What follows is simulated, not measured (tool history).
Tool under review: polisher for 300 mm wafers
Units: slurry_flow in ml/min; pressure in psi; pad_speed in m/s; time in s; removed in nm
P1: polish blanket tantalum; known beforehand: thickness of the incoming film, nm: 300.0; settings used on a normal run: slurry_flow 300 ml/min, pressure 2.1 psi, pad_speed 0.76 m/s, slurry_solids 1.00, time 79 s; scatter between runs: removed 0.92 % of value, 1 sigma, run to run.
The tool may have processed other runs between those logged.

run	hour	slurry_flow	pressure	pad_speed	slurry_solids	time	removed
1	12.3	300	2.1	0.76	1.00	79	87.037
2	24.2	300	2.1	0.76	1.00	79	86.638
3	37.6	300	2.1	0.76	1.00	79	87.373
4	50.6	300	2.1	0.52	1.00	114	84.890
5	56.9	180	2.1	0.76	1.00	79	81.630
6	64.1	300	2.1	0.76	1.00	79	85.787
7	70.1	460	2.1	0.76	1.00	79	89.161
8	83.5	300	2.1	0.76	1.00	79	87.879
9	91.4	300	2.1	0.76	1.00	79	86.444
10	104.5	300	2.1	0.76	1.45	79	94.866
11	113.9	300	2.1	0.98	1.00	79	110.970
12	127.2	300	2.7	0.76	1.00	79	110.890
13	137.5	300	2.1	0.34	1.00	79	38.454
14	146.9	300	2.1	0.76	1.00	125	137.430
15	156.8	300	2.1	0.76	0.55	79	71.191
16	164.6	300	1.1	0.76	1.00	79	45.155
17	175.7	300	2.1	0.76	1.00	36	39.997
18	183.3	300	2.1	0.76	1.00	79	84.707
19	193.1	300	2.1	0.76	1.00	79	86.677
20	203.5	300	2.1	0.76	1.00	79	84.176
21	213.3	300	2.1	0.76	1.00	79	83.080
22	221.5	300	2.1	0.76	1.00	79	80.576
23	229.5	300	2.1	0.76	1.00	79	80.215
# hour 239.9: slurry nozzle cleaned
24	242.0	300	2.1	0.76	1.00	79	79.852
25	247.9	300	2.1	0.76	1.00	79	79.430
# hour 254.8: head pressure recalibrated
26	259.9	300	2.1	0.76	1.00	79	79.622

Estimate the outcome of run 27 from the log above:
27	270.2	300	2.1	0.76	1.00	79	?

Run 27 came out at removed 78.315 nm.
